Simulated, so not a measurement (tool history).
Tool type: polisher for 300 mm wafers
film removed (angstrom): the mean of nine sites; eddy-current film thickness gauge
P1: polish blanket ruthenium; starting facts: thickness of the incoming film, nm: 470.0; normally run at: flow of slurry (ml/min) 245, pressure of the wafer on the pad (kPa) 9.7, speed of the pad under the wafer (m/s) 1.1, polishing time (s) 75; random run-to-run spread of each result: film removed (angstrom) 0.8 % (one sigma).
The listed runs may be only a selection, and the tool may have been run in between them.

run	hour	flow of slurry (ml/min)	pressure of the wafer on the pad (kPa)	speed of the pad under the wafer (m/s)	polishing time (s)	wafers polished on this pad	hours since the slurry nozzle was cleaned	hours since the head pressure was calibrated	film removed (angstrom)
1	3.7	245	9.7	1.1	75	628	476.5	393.7	666.62
2	6.2	340	9.7	1.1	75	657	479	396.2	682.62
3	10.7	245	9.7	1.1	75	711	483.5	400.7	665.66
# hour 11.4: worn pad replaced by a new one
4	13.4	245	9.7	1.1	100	24	486.2	403.4	867.73
5	15.8	245	9.7	1.1	38	53	488.6	405.8	336.58
6	19.7	245	9.7	0.68	75	99	492.5	409.7	410.24
7	22.1	340	9.7	1.1	116	127	494.9	412.1	1063.1
8	26	245	9.7	1.1	75	173	498.8	416	653.77
9	29.9	245	6.2	1.1	110	220	502.7	419.9	624.85
10	32.8	245	14.5	1.1	75	254	505.6	422.8	999.02
11	35.5	245	9.7	1.1	75	286	508.3	425.5	666.96
12	39.6	245	9.7	1.72	75	334	512.4	429.6	1022.4
13	42.2	245	9.7	1.56	113	365	515	432.2	1406.4
14	44.5	245	4.1	1.1	75	392	517.3	434.5	281.77
15	48.8	145	9.7	1.1	75	443	521.6	438.8	607.31
16	51.2	245	9.7	1.1	75	472	524	441.2	655.23
17	54.2	245	9.7	1.1	75	507	527	444.2	641.63
18	56.4	245	9.7	1.1	75	533	529.2	446.4	632.21

Estimate the outcome of run 19 from the log above:
19	61.1	245	9.7	1.1	75	589	533.9	451.1	?

For run 19 the tool returned film removed (angstrom) 623.52.
